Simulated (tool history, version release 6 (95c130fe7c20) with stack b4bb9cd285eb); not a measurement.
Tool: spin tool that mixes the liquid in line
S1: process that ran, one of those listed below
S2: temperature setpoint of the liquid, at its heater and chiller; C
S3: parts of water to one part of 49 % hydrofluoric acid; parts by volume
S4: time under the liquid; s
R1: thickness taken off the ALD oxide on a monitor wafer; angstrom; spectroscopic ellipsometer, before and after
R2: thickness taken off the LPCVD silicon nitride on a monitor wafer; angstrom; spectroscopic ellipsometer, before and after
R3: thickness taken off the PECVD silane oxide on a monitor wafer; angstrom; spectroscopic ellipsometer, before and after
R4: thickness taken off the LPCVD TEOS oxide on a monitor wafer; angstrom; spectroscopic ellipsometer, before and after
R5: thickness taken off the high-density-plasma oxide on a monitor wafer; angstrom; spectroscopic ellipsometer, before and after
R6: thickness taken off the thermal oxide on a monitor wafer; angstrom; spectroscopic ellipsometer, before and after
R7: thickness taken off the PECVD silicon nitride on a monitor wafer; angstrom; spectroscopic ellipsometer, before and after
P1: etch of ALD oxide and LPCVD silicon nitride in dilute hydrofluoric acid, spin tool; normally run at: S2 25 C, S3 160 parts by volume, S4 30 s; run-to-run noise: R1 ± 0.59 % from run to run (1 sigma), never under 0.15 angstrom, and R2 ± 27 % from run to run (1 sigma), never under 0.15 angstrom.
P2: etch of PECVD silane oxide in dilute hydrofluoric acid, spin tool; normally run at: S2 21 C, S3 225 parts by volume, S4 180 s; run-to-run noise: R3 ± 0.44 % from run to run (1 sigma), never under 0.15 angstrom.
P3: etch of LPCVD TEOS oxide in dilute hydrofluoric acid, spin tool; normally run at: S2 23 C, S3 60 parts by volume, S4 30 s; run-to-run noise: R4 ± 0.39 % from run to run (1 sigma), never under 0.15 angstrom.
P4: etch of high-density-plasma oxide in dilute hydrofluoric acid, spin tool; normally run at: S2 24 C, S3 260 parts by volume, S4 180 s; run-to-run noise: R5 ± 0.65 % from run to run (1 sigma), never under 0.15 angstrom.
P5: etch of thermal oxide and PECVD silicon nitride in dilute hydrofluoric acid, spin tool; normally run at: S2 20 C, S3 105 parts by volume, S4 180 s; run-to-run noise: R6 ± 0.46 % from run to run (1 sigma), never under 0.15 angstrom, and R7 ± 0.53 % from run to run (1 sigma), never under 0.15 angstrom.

run	hour	S1	S2	S3	S4	R1	R2	R3	R4	R5	R6	R7
1	5.9	P1	25	160	30	48.807	1.3679e0					
2	11	P2	21	225	285			201.24				
3	20.9	P1	25	160	60	97.599	2.1915e0					
4	29.4	P3	23	60	55				391.52			
5	35.1	P1	25	160	30	49.469	9.9339e-1					
6	44.7	P4	24	260	50					9.4918		
7	53.7	P1	25	160	30	49.237	6.5273e-1					
8	63.4	P5	20	105	180						65.775	72.871
9	68.7	P3	23	105	30				116.3			
10	78.5	P1	25	75	30	116.21	2.3353e0					
11	85.7	P5	20	105	60						21.9	24.012
12	92.5	P1	33	160	30	65.501	1.2884e0					
13	100.1	P3	23	60	30				213.26			
14	107.5	P1	25	280	15	12.439	6.9189e-3					
15	117.1	P1	18	160	60	74.314	1.8229e0					
16	123	P4	18.5	260	180					28.454		
17	132.4	P3	28.5	60	30				267.36			
18	140.9	P5	20	185	180						34.688	41.341
19	147.5	P2	21	225	180			126.83				
20	157.9	P4	24	260	180					34.75		
21	164	P5	20	105	180						65.658	73.535
22	169.2	P5	25.5	105	180						82.248	103.49
23	174.7	P1	25	250	30	28.963	4.2899e-1					
24	181	P4	24	395	180					20.056		
25	185.9	P1	25	160	30	49.254	9.1772e-1					
26	194.8	P1	25	160	15	24.401	4.0727e-1					
27	206	P1	25	160	30	49.642	4.0704e-1					
28	211.6	P1	21	160	30	41.932	1.2039e0					
29	217	P2	26	225	180			153.59				
30	226.8	P2	21	95	180			345.29				
31	237.9	P1	25	160	30	49.451	1.34e0					
32	243.1	P1	25	160	30	47.507	6.6771e-1					

Run 33 is up next; what results do you expect?
33	254.3	P1	25	160	30	?	?					

Run 33 came out at R1 45.919 angstrom, R2 9.6375e-1 angstrom.
